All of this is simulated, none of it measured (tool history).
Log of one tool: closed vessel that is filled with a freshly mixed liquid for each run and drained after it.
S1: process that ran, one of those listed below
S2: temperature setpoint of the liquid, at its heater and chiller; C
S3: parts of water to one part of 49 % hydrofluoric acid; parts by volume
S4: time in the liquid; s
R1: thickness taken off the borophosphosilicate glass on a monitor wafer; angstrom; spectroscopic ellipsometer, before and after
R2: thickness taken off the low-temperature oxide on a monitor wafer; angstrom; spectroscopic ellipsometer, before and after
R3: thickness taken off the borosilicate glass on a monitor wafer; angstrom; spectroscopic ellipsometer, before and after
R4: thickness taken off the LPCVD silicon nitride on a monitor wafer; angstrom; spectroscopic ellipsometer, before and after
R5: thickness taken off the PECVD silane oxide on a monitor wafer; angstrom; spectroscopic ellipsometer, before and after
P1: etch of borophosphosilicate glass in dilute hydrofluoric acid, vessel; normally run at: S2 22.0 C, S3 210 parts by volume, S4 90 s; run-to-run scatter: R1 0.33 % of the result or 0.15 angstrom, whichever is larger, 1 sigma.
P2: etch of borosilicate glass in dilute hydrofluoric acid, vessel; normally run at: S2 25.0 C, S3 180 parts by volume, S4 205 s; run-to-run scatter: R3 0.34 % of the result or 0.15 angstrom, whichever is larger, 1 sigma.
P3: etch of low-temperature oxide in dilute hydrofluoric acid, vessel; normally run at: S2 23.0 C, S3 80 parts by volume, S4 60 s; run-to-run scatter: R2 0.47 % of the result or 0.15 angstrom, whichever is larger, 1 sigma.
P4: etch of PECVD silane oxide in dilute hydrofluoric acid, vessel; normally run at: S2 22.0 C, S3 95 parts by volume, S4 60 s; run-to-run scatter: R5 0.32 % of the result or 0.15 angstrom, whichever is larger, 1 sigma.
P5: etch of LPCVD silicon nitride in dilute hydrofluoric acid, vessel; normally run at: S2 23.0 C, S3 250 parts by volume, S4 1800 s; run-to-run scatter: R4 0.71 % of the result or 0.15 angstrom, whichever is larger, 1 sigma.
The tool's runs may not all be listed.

run 1 day=0.642 | S1=P1 S2=22.0 S3=210 S4=90 | R1=151.860
run 2 day=1.108 | S1=P3 S2=29.5 S3=80 S4=60 | R2=145.740
run 3 day=1.671 | S1=P2 S2=25.0 S3=60 S4=205 | R3=914.570
run 4 day=2.146 | S1=P1 S2=26.0 S3=210 S4=90 | R1=177.170
run 5 day=2.592 | S1=P5 S2=23.0 S3=250 S4=1800 | R4=34.149
run 6 day=3.075 | S1=P1 S2=22.0 S3=330 S4=90 | R1=86.439
run 7 day=3.442 | S1=P4 S2=22.0 S3=165 S4=60 | R5=153.43
-- day=3.608 hydrofluoric acid flow meter replaced
run 8 day=3.908 | S1=P4 S2=26.0 S3=95 S4=60 | R5=339.07
run 9 day=4.212 | S1=P1 S2=18.5 S3=210 S4=90 | R1=133.780
run 10 day=4.612 | S1=P1 S2=22.0 S3=210 S4=90 | R1=152.970
run 11 day=5.012 | S1=P1 S2=22.0 S3=210 S4=90 | R1=152.080
run 12 day=5.479 | S1=P3 S2=23.0 S3=80 S4=105 | R2=196.880
run 13 day=5.904 | S1=P2 S2=25.0 S3=180 S4=205 | R3=262.640
run 14 day=6.325 | S1=P5 S2=30.5 S3=250 S4=1800 | R4=53.795
run 15 day=6.833 | S1=P5 S2=23.0 S3=250 S4=575 | R4=11.246
run 16 day=7.254 | S1=P1 S2=22.0 S3=210 S4=90 | R1=152.590
run 17 day=7.892 | S1=P2 S2=17.0 S3=180 S4=205 | R3=193.740
run 18 day=8.362 | S1=P5 S2=23.0 S3=250 S4=1800 | R4=34.602
run 19 day=8.979 | S1=P1 S2=22.0 S3=210 S4=90 | R1=152.590
run 20 day=9.392 | S1=P3 S2=23.0 S3=80 S4=60 | R2=113.220
run 21 day=9.979 | S1=P1 S2=22.0 S3=210 S4=90 | R1=154.290
run 22 day=10.292 | S1=P3 S2=23.0 S3=145 S4=60 | R2=57.864
run 23 day=10.712 | S1=P4 S2=22.0 S3=95 S4=60 | R5=289.37
run 24 day=11.358 | S1=P5 S2=23.0 S3=135 S4=1800 | R4=61.968
run 25 day=11.733 | S1=P4 S2=22.0 S3=95 S4=30 | R5=144.55
run 26 day=12.142 | S1=P1 S2=22.0 S3=210 S4=30 | R1=50.902
run 27 day=12.779 | S1=P1 S2=22.0 S3=75 S4=90 | R1=495.880
run 28 day=13.225 | S1=P1 S2=26.0 S3=210 S4=165 | R1=323.010
run 29 day=13.825 | S1=P1 S2=22.0 S3=210 S4=180 | R1=305.960
run 30 day=14.450 | S1=P2 S2=25.0 S3=180 S4=35 | R3=44.952
run 31 day=15.067 | S1=P1 S2=22.0 S3=210 S4=90 | R1=153.000
run 32 day=15.596 | S1=P1 S2=22.0 S3=210 S4=90 | R1=157.390
run 33 day=16.238 | S1=P1 S2=22.0 S3=210 S4=90 | R1=160.370
run 34 day=16.617 | S1=P1 S2=22.0 S3=210 S4=90 | R1=160.480
run 35 day=17.179 | S1=P1 S2=22.0 S3=210 S4=90 | R1=161.900
run 36 day=17.683 | S1=P1 S2=22.0 S3=210 S4=90 | R1=162.180
run 37 day=18.300 | S1=P1 S2=22.0 S3=210 S4=90 | R1=163.200

What P1 gives has crept away from where it was. These 2 causes fit the log equally well, each at the size given:
A: liquid hotter than its thermometer reads (K) = 1.61
B: hydrofluoric acid flow above the setpoint (%) = 5.05
The creep began at about day 15.067.

4 check runs are offered, each on 2 wafers whose results are averaged, their results left as question marks. Which one tells the causes apart?
run check 1 day=18.917 | S1=P4 S2=22.0 S3=160 S4=30 | R5=?
run check 2 day=18.917 | S1=P2 S2=18.0 S3=180 S4=50 | R3=?
run check 3 day=18.917 | S1=P5 S2=29.5 S3=250 S4=1800 | R4=?
run check 4 day=18.917 | S1=P3 S2=23.0 S3=110 S4=60 | R2=?

What each check would give under each cause:
check=check_1 result=R5 if_A=84.967 if_B=84.602
check=check_2 result=R3 if_A=52.366 if_B=52.046
check=check_3 result=R4 if_A=56.056 if_B=53.660
check=check_4 result=R2 if_A=84.235 if_B=83.574
How far apart the two closest causes lie, in the result that separates them most: check 1 0.43 %; check 2 0.61 %; check 3 4.37 %; check 4 0.79 %
Only check 3 tells the causes apart: in the others they would give nearly the same result.

Check 3 was then run and gave: R4 53.212 angstrom. Which cause is it?

It is B: hydrofluoric acid flow above the setpoint (%).
